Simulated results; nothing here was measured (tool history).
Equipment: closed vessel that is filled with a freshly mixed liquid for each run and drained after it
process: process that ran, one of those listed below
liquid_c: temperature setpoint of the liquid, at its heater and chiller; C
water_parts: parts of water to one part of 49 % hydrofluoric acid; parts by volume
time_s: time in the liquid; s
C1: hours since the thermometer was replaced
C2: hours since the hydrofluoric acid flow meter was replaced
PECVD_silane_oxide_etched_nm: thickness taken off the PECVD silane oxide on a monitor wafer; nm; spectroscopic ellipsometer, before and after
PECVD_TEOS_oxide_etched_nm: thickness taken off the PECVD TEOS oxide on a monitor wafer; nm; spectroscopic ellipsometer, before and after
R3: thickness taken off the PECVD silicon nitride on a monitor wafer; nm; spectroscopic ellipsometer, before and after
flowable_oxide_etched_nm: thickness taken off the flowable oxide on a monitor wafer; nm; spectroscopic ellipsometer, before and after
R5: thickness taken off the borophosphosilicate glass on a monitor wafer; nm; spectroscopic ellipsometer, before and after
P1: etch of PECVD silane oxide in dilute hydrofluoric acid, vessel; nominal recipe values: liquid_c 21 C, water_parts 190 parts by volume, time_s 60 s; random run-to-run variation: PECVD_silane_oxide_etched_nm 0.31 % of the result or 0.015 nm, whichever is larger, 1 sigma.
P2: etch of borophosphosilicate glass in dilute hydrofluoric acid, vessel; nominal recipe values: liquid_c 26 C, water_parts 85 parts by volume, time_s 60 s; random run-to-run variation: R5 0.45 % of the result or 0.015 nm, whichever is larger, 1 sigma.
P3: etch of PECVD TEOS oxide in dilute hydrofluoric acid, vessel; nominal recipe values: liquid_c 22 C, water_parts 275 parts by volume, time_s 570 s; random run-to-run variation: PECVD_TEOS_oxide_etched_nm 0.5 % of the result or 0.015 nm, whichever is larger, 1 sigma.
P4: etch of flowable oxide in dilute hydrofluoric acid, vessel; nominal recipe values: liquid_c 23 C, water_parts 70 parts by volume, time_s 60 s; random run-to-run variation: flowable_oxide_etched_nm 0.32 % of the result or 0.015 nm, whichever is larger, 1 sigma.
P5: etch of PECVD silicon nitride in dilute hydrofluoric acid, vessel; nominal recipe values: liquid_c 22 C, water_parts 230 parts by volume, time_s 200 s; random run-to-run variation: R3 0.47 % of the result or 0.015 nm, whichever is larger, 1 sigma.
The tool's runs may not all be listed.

{"run": 1, "hour": 4.4, "process": "P1", "liquid_c": 21, "water_parts": 190, "time_s": 60, "C1": 1288.6, "C2": 1274, "PECVD_silane_oxide_etched_nm": 9.9219}
{"run": 2, "hour": 7.5, "process": "P3", "liquid_c": 17, "water_parts": 275, "time_s": 570, "C1": 1291.7, "C2": 1277.1, "PECVD_TEOS_oxide_etched_nm": 22.671}
{"run": 3, "hour": 12.7, "process": "P5", "liquid_c": 22, "water_parts": 230, "time_s": 380, "C1": 1296.9, "C2": 1282.3, "R3": 8.0934}
{"run": 4, "hour": 15.9, "process": "P4", "liquid_c": 23, "water_parts": 125, "time_s": 60, "C1": 1300.1, "C2": 1285.5, "flowable_oxide_etched_nm": 10.162}
{"run": 5, "hour": 20.5, "process": "P2", "liquid_c": 26, "water_parts": 85, "time_s": 120, "C1": 1304.7, "C2": 1290.1, "R5": 89.951}
{"run": 6, "hour": 24.1, "process": "P4", "liquid_c": 23, "water_parts": 70, "time_s": 30, "C1": 1308.3, "C2": 1293.7, "flowable_oxide_etched_nm": 9.6523}
{"run": 7, "hour": 28.3, "process": "P5", "liquid_c": 22, "water_parts": 345, "time_s": 200, "C1": 1312.5, "C2": 1297.9, "R3": 2.8394}
{"run": 8, "hour": 35.0, "process": "P1", "liquid_c": 26.5, "water_parts": 190, "time_s": 60, "C1": 1319.2, "C2": 1304.6, "PECVD_silane_oxide_etched_nm": 12.171}
{"run": 9, "hour": 40.2, "process": "P1", "liquid_c": 21, "water_parts": 190, "time_s": 60, "C1": 1324.4, "C2": 1309.8, "PECVD_silane_oxide_etched_nm": 9.9284}
{"run": 10, "hour": 46.6, "process": "P4", "liquid_c": 23, "water_parts": 70, "time_s": 60, "C1": 1330.8, "C2": 1316.2, "flowable_oxide_etched_nm": 19.385}
{"run": 11, "hour": 50.4, "process": "P1", "liquid_c": 17, "water_parts": 190, "time_s": 60, "C1": 1334.6, "C2": 1320, "PECVD_silane_oxide_etched_nm": 8.4579}
{"run": 12, "hour": 54.6, "process": "P4", "liquid_c": 31.5, "water_parts": 70, "time_s": 60, "C1": 1338.8, "C2": 1324.2, "flowable_oxide_etched_nm": 27.111}
{"run": 13, "hour": 58.3, "process": "P1", "liquid_c": 21, "water_parts": 190, "time_s": 30, "C1": 1342.5, "C2": 1327.9, "PECVD_silane_oxide_etched_nm": 4.9375}
{"run": 14, "hour": 64.5, "process": "P2", "liquid_c": 26, "water_parts": 85, "time_s": 60, "C1": 1348.7, "C2": 1334.1, "R5": 45.165}
{"run": 15, "hour": 68.8, "process": "P3", "liquid_c": 22, "water_parts": 275, "time_s": 1025, "C1": 1353, "C2": 1338.4, "PECVD_TEOS_oxide_etched_nm": 50.048}
{"run": 16, "hour": 73.4, "process": "P1", "liquid_c": 21, "water_parts": 35, "time_s": 60, "C1": 1357.6, "C2": 1343, "PECVD_silane_oxide_etched_nm": 64.038}
{"run": 17, "hour": 77.4, "process": "P2", "liquid_c": 21, "water_parts": 85, "time_s": 60, "C1": 1361.6, "C2": 1347, "R5": 36.752}
{"hour": 81.4, "done": "hydrofluoric acid flow meter replaced"}
{"run": 18, "hour": 82.0, "process": "P1", "liquid_c": 21, "water_parts": 315, "time_s": 60, "C1": 1366.2, "C2": 0.7, "PECVD_silane_oxide_etched_nm": 5.2799}
{"run": 19, "hour": 87.0, "process": "P1", "liquid_c": 21, "water_parts": 190, "time_s": 60, "C1": 1371.2, "C2": 5.7, "PECVD_silane_oxide_etched_nm": 9.9333}
{"run": 20, "hour": 91.2, "process": "P3", "liquid_c": 22, "water_parts": 110, "time_s": 570, "C1": 1375.4, "C2": 9.9, "PECVD_TEOS_oxide_etched_nm": 82.249}
{"run": 21, "hour": 96.2, "process": "P5", "liquid_c": 17, "water_parts": 230, "time_s": 200, "C1": 1380.4, "C2": 14.9, "R3": 3.0769}
{"run": 22, "hour": 101.3, "process": "P3", "liquid_c": 22, "water_parts": 275, "time_s": 570, "C1": 1385.5, "C2": 20, "PECVD_TEOS_oxide_etched_nm": 27.313}
{"run": 23, "hour": 107.7, "process": "P5", "liquid_c": 22, "water_parts": 230, "time_s": 200, "C1": 1391.9, "C2": 26.4, "R3": 4.2822}
{"run": 24, "hour": 113.0, "process": "P2", "liquid_c": 26, "water_parts": 85, "time_s": 60, "C1": 1397.2, "C2": 31.7, "R5": 44.959}
{"run": 25, "hour": 116.3, "process": "P1", "liquid_c": 21, "water_parts": 190, "time_s": 60, "C1": 1400.5, "C2": 35, "PECVD_silane_oxide_etched_nm": 9.9166}
{"run": 26, "hour": 120.2, "process": "P1", "liquid_c": 21, "water_parts": 320, "time_s": 95, "C1": 1404.4, "C2": 38.9, "PECVD_silane_oxide_etched_nm": 8.2026}
{"run": 27, "hour": 126.3, "process": "P1", "liquid_c": 21, "water_parts": 190, "time_s": 100, "C1": 1410.5, "C2": 45, "PECVD_silane_oxide_etched_nm": 16.523}
{"run": 28, "hour": 131.0, "process": "P2", "liquid_c": 26, "water_parts": 130, "time_s": 60, "C1": 1415.2, "C2": 49.7, "R5": 27.827}
{"run": 29, "hour": 134.7, "process": "P1", "liquid_c": 21, "water_parts": 190, "time_s": 60, "C1": 1418.9, "C2": 53.4, "PECVD_silane_oxide_etched_nm": 9.8447}

Run 30, settings as shown, results not yet in. Your forecast:
{"run": 30, "hour": 141.3, "process": "P1", "liquid_c": 21, "water_parts": 190, "time_s": 60, "C1": 1425.5, "C2": 60, "PECVD_silane_oxide_etched_nm": "?"}

{"run 30": {"PECVD_silane_oxide_etched_nm": 9.843}}

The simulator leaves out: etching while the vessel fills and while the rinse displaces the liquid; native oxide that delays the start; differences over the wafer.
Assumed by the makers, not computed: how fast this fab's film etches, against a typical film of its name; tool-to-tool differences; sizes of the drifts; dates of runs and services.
